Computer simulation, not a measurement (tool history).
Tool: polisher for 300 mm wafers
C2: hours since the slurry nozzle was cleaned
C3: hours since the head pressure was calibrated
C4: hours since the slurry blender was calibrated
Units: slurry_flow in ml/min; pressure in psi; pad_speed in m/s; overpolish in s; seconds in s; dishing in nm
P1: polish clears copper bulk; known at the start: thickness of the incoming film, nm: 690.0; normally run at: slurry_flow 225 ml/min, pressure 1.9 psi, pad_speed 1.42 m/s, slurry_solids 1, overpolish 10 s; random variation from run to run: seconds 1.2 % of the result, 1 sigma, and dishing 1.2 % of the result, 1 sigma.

run 1 hour=13.7 | slurry_flow=225 pressure=1.9 pad_speed=1.42 slurry_solids=1 overpolish=10 | wafers_polished_on_this_pad=795 C2=146.2 C3=293 C4=40.7 | seconds=68.544 dishing=42.298
run 2 hour=28.5 | slurry_flow=225 pressure=1.9 pad_speed=1.42 slurry_solids=0.65 overpolish=14 | wafers_polished_on_this_pad=944 C2=161 C3=307.8 C4=55.5 | seconds=74.48 dishing=47.224
run 3 hour=38.3 | slurry_flow=225 pressure=1.9 pad_speed=1.42 slurry_solids=0.6 overpolish=10 | wafers_polished_on_this_pad=1042 C2=170.8 C3=317.6 C4=65.3 | seconds=75.07 dishing=40.148
run 4 hour=52.3 | slurry_flow=225 pressure=1.9 pad_speed=1.42 slurry_solids=1 overpolish=10 | wafers_polished_on_this_pad=1183 C2=184.8 C3=331.6 C4=79.3 | seconds=67.29 dishing=42.645
run 5 hour=59.5 | slurry_flow=225 pressure=1.9 pad_speed=1.8 slurry_solids=1 overpolish=10 | wafers_polished_on_this_pad=1255 C2=192 C3=338.8 C4=86.5 | seconds=53.444 dishing=46.568
run 6 hour=66.2 | slurry_flow=310 pressure=1.9 pad_speed=1.42 slurry_solids=1 overpolish=10 | wafers_polished_on_this_pad=1322 C2=198.7 C3=345.5 C4=93.2 | seconds=65.343 dishing=42.637
run 7 hour=78.7 | slurry_flow=225 pressure=1.9 pad_speed=1.42 slurry_solids=1.25 overpolish=10 | wafers_polished_on_this_pad=1448 C2=211.2 C3=358 C4=105.7 | seconds=64.99 dishing=42.848
run 8 hour=91.8 | slurry_flow=225 pressure=0.9 pad_speed=1.42 slurry_solids=1 overpolish=10 | wafers_polished_on_this_pad=1579 C2=224.3 C3=371.1 C4=118.8 | seconds=143.36 dishing=26.021
run 9 hour=99.4 | slurry_flow=225 pressure=1.9 pad_speed=1.42 slurry_solids=1 overpolish=10 | wafers_polished_on_this_pad=1656 C2=231.9 C3=378.7 C4=126.4 | seconds=68.417 dishing=42.239
run 10 hour=112 | slurry_flow=225 pressure=1.9 pad_speed=1.42 slurry_solids=1 overpolish=18 | wafers_polished_on_this_pad=1782 C2=244.5 C3=391.3 C4=139 | seconds=68.785 dishing=49.022
run 11 hour=124.7 | slurry_flow=225 pressure=1.9 pad_speed=1.42 slurry_solids=1 overpolish=10 | wafers_polished_on_this_pad=1910 C2=257.2 C3=404 C4=151.7 | seconds=69.053 dishing=43.24
run 12 hour=131.8 | slurry_flow=225 pressure=1.9 pad_speed=1.42 slurry_solids=1 overpolish=10 | wafers_polished_on_this_pad=1981 C2=264.3 C3=411.1 C4=158.8 | seconds=67.499 dishing=42.115
run 13 hour=138.4 | slurry_flow=225 pressure=1.9 pad_speed=1.42 slurry_solids=1 overpolish=5 | wafers_polished_on_this_pad=2047 C2=270.9 C3=417.7 C4=165.4 | seconds=66.233 dishing=29.044
run 14 hour=148.2 | slurry_flow=225 pressure=1.9 pad_speed=0.72 slurry_solids=1 overpolish=10 | wafers_polished_on_this_pad=2146 C2=280.7 C3=427.5 C4=175.2 | seconds=132.03 dishing=29.406
run 15 hour=162.6 | slurry_flow=225 pressure=2.9 pad_speed=1.42 slurry_solids=1 overpolish=10 | wafers_polished_on_this_pad=2290 C2=295.1 C3=441.9 C4=189.6 | seconds=44.559 dishing=50.291
run 16 hour=175.8 | slurry_flow=135 pressure=1.9 pad_speed=1.42 slurry_solids=1 overpolish=10 | wafers_polished_on_this_pad=2423 C2=308.3 C3=455.1 C4=202.8 | seconds=72.708 dishing=41.698
run 17 hour=183.3 | slurry_flow=225 pressure=1.9 pad_speed=1.42 slurry_solids=1 overpolish=10 | wafers_polished_on_this_pad=2498 C2=315.8 C3=462.6 C4=210.3 | seconds=67.541 dishing=42.38
run 18 hour=194.2 | slurry_flow=225 pressure=1.9 pad_speed=1.42 slurry_solids=1 overpolish=10 | wafers_polished_on_this_pad=2608 C2=326.7 C3=473.5 C4=221.2 | seconds=68.811 dishing=41.979
run 19 hour=201.7 | slurry_flow=225 pressure=1.9 pad_speed=1.42 slurry_solids=1 overpolish=10 | wafers_polished_on_this_pad=2683 C2=334.2 C3=481 C4=228.7 | seconds=72.815 dishing=40.931
run 20 hour=211.3 | slurry_flow=225 pressure=1.9 pad_speed=1.42 slurry_solids=1 overpolish=10 | wafers_polished_on_this_pad=2779 C2=343.8 C3=490.6 C4=238.3 | seconds=69.845 dishing=41.063
run 21 hour=217.8 | slurry_flow=225 pressure=1.9 pad_speed=1.42 slurry_solids=1 overpolish=10 | wafers_polished_on_this_pad=2845 C2=350.3 C3=497.1 C4=244.8 | seconds=70.773 dishing=41.296
run 22 hour=225.2 | slurry_flow=225 pressure=1.9 pad_speed=1.42 slurry_solids=1 overpolish=10 | wafers_polished_on_this_pad=2919 C2=357.7 C3=504.5 C4=252.2 | seconds=73.14 dishing=40.376
-- hour=227.3 worn pad replaced by a new one
run 23 hour=234.3 | slurry_flow=225 pressure=1.9 pad_speed=1.42 slurry_solids=1 overpolish=10 | wafers_polished_on_this_pad=71 C2=366.8 C3=513.6 C4=261.3 | seconds=72.657 dishing=40.828
run 24 hour=248.3 | slurry_flow=225 pressure=1.9 pad_speed=1.42 slurry_solids=1 overpolish=10 | wafers_polished_on_this_pad=211 C2=380.8 C3=527.6 C4=275.3 | seconds=74.021 dishing=40.54
-- hour=256.6 head pressure recalibrated
run 25 hour=262.8 | slurry_flow=225 pressure=1.9 pad_speed=1.42 slurry_solids=1 overpolish=10 | wafers_polished_on_this_pad=357 C2=395.3 C3=6.2 C4=289.8 | seconds=74.053 dishing=41.034
run 26 hour=271.2 | slurry_flow=225 pressure=1.9 pad_speed=1.42 slurry_solids=1 overpolish=10 | wafers_polished_on_this_pad=441 C2=403.7 C3=14.6 C4=298.2 | seconds=71.709 dishing=41.321
run 27 hour=281.2 | slurry_flow=225 pressure=1.9 pad_speed=1.42 slurry_solids=1 overpolish=10 | wafers_polished_on_this_pad=542 C2=413.7 C3=24.6 C4=308.2 | seconds=74.35 dishing=40.343

What P1 gives has crept away from where it was. These 2 causes fit the log equally well, each at the size given:
A: slurry flow missing at the pad, % = 39.3
B: abrasive missing from the slurry, % = 30.1
The creep began at about hour 183.3.
Why every other cause is out:
removal rate lost through wear of the pad, %: serviced at hour 227.3, which brought nothing back
head's pressure below its setpoint, %: serviced at hour 256.6, which brought nothing back

4 check runs are offered, each on 5 wafers whose results are averaged, their results left as question marks. Which one tells the causes apart?
run check 1 hour=291.2 | slurry_flow=225 pressure=1.9 pad_speed=1.42 slurry_solids=0.6 overpolish=14 | seconds=? dishing=?
run check 2 hour=291.2 | slurry_flow=225 pressure=1 pad_speed=1.42 slurry_solids=1 overpolish=16 | seconds=? dishing=?
run check 3 hour=291.2 | slurry_flow=135 pressure=1.9 pad_speed=0.94 slurry_solids=1 overpolish=10 | seconds=? dishing=?
run check 4 hour=291.2 | slurry_flow=225 pressure=1.9 pad_speed=1.42 slurry_solids=1 overpolish=14 | seconds=? dishing=?

What each check would give under each cause:
check=check_1 result=seconds if_A=81.621 if_B=81.245
check=check_1 result=dishing if_A=44.575 if_B=44.643
check=check_2 result=seconds if_A=139.47 if_B=139.5
check=check_2 result=dishing if_A=34.739 if_B=34.736
check=check_3 result=seconds if_A=125.21 if_B=119.8
check=check_3 result=dishing if_A=30.826 if_B=31.672
check=check_4 result=seconds if_A=73.406 if_B=73.422
check=check_4 result=dishing if_A=46.065 if_B=46.062
How far apart the two closest causes lie, in the result that separates them most: check 1 0.46 %; check 2 0.02 %; check 3 4.42 %; check 4 0.02 %
Only check 3 tells the causes apart: in the others they would give nearly the same result.

Then check 3 was run and gave: seconds 118.52 s; dishing 31.682 nm. Which cause is it?

It is B: abrasive missing from the slurry, %.
